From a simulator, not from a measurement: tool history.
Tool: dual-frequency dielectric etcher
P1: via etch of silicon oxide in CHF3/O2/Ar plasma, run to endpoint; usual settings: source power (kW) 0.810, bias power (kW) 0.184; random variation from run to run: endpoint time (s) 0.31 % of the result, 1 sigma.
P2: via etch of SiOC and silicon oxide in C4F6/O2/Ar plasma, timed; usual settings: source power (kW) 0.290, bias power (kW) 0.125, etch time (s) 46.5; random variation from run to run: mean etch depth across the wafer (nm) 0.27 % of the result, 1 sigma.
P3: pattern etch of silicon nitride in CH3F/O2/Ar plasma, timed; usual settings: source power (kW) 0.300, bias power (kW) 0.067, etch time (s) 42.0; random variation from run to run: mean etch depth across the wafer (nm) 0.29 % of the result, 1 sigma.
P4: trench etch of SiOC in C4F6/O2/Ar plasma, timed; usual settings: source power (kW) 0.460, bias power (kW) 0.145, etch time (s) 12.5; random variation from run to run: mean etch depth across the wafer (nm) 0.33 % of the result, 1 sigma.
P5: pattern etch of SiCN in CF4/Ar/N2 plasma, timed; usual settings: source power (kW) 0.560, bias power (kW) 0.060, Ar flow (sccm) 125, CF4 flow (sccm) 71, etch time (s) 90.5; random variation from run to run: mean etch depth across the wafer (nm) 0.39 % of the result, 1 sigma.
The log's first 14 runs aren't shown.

run,hour,process that ran,source power (kW),bias power (kW),Ar flow (sccm),CF4 flow (sccm),etch time (s),endpoint time (s),mean etch depth across the wafer (nm)
15,126.2,P2,0.290,0.172,,,46.5,,46.838
16,138.6,P1,0.810,0.124,,,,404.74,
17,147.1,P1,0.810,0.184,,,,355.85,
18,155.7,P1,0.810,0.184,,,,355.71,
19,168.1,P1,0.620,0.256,,,,353.27,
20,180.6,P2,0.290,0.125,,,25.5,,23.134
21,190.5,P1,0.810,0.184,,,,355.05,
22,196.3,P4,0.460,0.145,,,12.5,,25.696
23,209.2,P4,0.460,0.182,,,12.5,,27.462
24,218.7,P3,0.300,0.086,,,42.0,,28.088
25,225.3,P5,0.560,0.060,125,71,115.0,,110.390
26,235.6,P1,0.480,0.184,,,,437.51,
27,245.7,P4,0.260,0.145,,,12.5,,20.486
28,258.3,P3,0.300,0.067,,,42.0,,25.829
29,265.1,P1,1.060,0.214,,,,307.01,
30,271.1,P1,0.810,0.184,,,,356.56,
31,277.8,P2,0.290,0.125,,,46.5,,42.312
32,287.9,P3,0.180,0.067,,,42.0,,21.176
33,294.4,P1,0.810,0.184,,,,355.50,
34,305.1,P1,0.810,0.184,,,,354.52,
35,316.7,P1,0.810,0.184,,,,352.26,
36,326.4,P1,0.810,0.184,,,,352.71,
# hour 337.6: wet clean of the chamber
37,339.4,P1,0.810,0.184,,,,350.19,
38,348.0,P1,0.810,0.184,,,,353.15,

The next listed run, before its measurement:
39,355.5,P1,0.810,0.184,,,,?,

Run 39 gave endpoint time (s) 351.16.
